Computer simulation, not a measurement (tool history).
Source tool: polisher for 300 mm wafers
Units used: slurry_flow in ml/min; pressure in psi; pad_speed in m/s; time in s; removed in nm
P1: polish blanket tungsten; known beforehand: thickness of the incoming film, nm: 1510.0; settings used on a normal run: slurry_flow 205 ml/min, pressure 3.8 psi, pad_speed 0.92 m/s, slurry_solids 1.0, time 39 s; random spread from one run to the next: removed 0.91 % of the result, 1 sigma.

run   hour  slurry_flow  pressure  pad_speed  slurry_solids  time  wafers polished on this pad  hours since the slurry nozzle was cleaned  hours since the head pressure was calibrated  hours since the slurry blender was calibrated  hours since the slurry got fresh peroxide  removed
  1    8.8          205       3.8       0.92            1.0    39                          344                                      123.4                                         569.5                                          110.6                                      131.8  153.760
  2   16.9          285       3.8       0.92            1.0    39                          436                                      131.5                                         577.6                                          118.7                                      139.9  158.290
  3   23.7          140       2.8       0.92            1.0    39                          514                                      138.3                                         584.4                                          125.5                                      146.7  106.010
  4   31.8          205       3.8       0.92            1.0    39                          606                                      146.4                                         592.5                                          133.6                                      154.8  154.390
  5   37.2          205       3.8       0.92            1.0    39                          668                                      151.8                                         597.9                                          139.0                                      160.2  154.760
  6   46.5          205       3.8       0.92            1.0    49                          774                                      161.1                                         607.2                                          148.3                                      169.5  190.320
  7   53.1          205       3.8       0.92            1.0    39                          849                                      167.7                                         613.8                                          154.9                                      176.1  152.020
  8   60.1          205       3.8       0.92            1.0    39                          929                                      174.7                                         620.8                                          161.9                                      183.1  152.190
  9   66.9          125       3.8       0.92            1.0    39                         1006                                      181.5                                         627.6                                          168.7                                      189.9  140.900
 10   75.6          205       3.8       1.18            1.0    39                         1106                                      190.2                                         636.3                                          177.4                                      198.6  198.090
 11   83.9          205       3.8       0.48            1.3    39                         1200                                      198.5                                         644.6                                          185.7                                      206.9   85.892
 12   93.2          205       3.8       0.92            1.0    21                         1306                                      207.8                                         653.9                                          195.0                                      216.2   83.471
 13  101.1          205       2.3       0.92            1.0    39                         1396                                      215.7                                         661.8                                          202.9                                      224.1   94.083
 14  112.6          205       3.8       0.92            1.0    39                         1527                                      227.2                                         673.3                                          214.4                                      235.6  151.660
     115.2  -- slurry tank refilled with fresh slurry and peroxide
 15  119.5          205       3.8       0.42            1.0    39                         1606                                      234.1                                         680.2                                          221.3                                        4.3   69.061
     125.6  -- slurry blender recalibrated
 16  130.2          205       3.8       0.92            1.4    39                         1728                                      244.8                                         690.9                                            4.7                                       15.0  166.070
 17  140.9          205       5.2       0.92            1.0    39                         1850                                      255.5                                         701.6                                           15.4                                       25.7  211.510
 18  152.3          205       3.8       0.92            0.5    39                         1980                                      266.9                                         713.0                                           26.8                                       37.1  129.140
 19  159.0          205       3.8       0.92            1.0    39                         2057                                      273.6                                         719.7                                           33.5                                       43.8  153.390
 20  167.4          205       3.8       0.92            1.0    39                         2152                                      282.0                                         728.1                                           41.9                                       52.2  152.970
 21  177.9          205       3.8       0.92            1.0    39                         2272                                      292.5                                         738.6                                           52.4                                       62.7  148.530
 22  185.9          205       3.8       0.92            1.0    39                         2363                                      300.5                                         746.6                                           60.4                                       70.7  145.850
 23  196.8          205       3.8       0.92            1.0    39                         2488                                      311.4                                         757.5                                           71.3                                       81.6  145.000
 24  205.2          205       3.8       0.92            1.0    39                         2583                                      319.8                                         765.9                                           79.7                                       90.0  142.150
     208.2  -- slurry tank refilled with fresh slurry and peroxide
 25  214.5          205       3.8       0.92            1.0    39                         2689                                      329.1                                         775.2                                           89.0                                        6.3  146.180
 26  222.6          205       3.8       0.92            1.0    39                         2782                                      337.2                                         783.3                                           97.1                                       14.4  142.040
     223.6  -- slurry blender recalibrated
     225.4  -- head pressure recalibrated
 27  229.3          205       3.8       0.92            1.0    39                         2858                                      343.9                                           3.9                                            5.7                                       21.1  141.490
 28  237.8          205       3.8       0.92            1.0    39                         2955                                      352.4                                          12.4                                           14.2                                       29.6  142.430
 29  247.3          205       3.8       0.92            1.0    39                         3063                                      361.9                                          21.9                                           23.7                                       39.1  143.060
 30  254.9          205       3.8       0.92            1.0    39                         3150                                      369.5                                          29.5                                           31.3                                       46.7  143.570

What P1 gives has crept away from where it was. These 2 causes fit the log equally well, each at the size given:
A: removal rate lost through wear of the pad, % = 6.81
B: slurry flow missing at the pad, % = 35.8
At approximately hour 159.0, the process output began to creep.
The rest of the possible causes, and what rules out each one:
head's pressure below its setpoint, %: serviced at hour 225.4, after the change had begun; the process did not return to its earlier output
abrasive missing from the slurry, %: serviced at hour 223.6, after the change had begun; the process did not return to its earlier output
peroxide lost from the slurry, %: serviced at hour 208.2, after the change had begun; the process did not return to its earlier output

You are offered 4 check runs, listed below with question marks in place of their results; each one averages 3 wafers. Which run separates the listed causes by giving clearly different results for each?
check 1  262.5          205       3.8       0.92            0.5    39                                                                                                                                                                                                                        ?
check 2  262.5          205       3.8       0.92            1.4    48                                                                                                                                                                                                                        ?
check 3  262.5          125       5.1       0.92            1.0    39                                                                                                                                                                                                                        ?
check 4  262.5          205       3.8       0.58            1.0    39                                                                                                                                                                                                                        ?

How each check would come out, cause by cause:
  check   result     if A     if B
check 1  removed  122.040  122.050
check 2  removed  190.770  190.800
check 3  removed  177.010  170.140
check 4  removed   90.128   90.141
Gap, in per cent, between the two causes that each check separates least, read from the result that separates them most: check 1 0.01 %; check 2 0.01 %; check 3 3.96 %; check 4 0.01 %
Of the check runs offered, only check 3 discriminates between the causes; the rest would read about the same regardless of which cause applies.

The results of check 3 are: removed 177.230 nm. Based on these, which of the listed causes is it?

A is the cause: removal rate lost through wear of the pad, %.
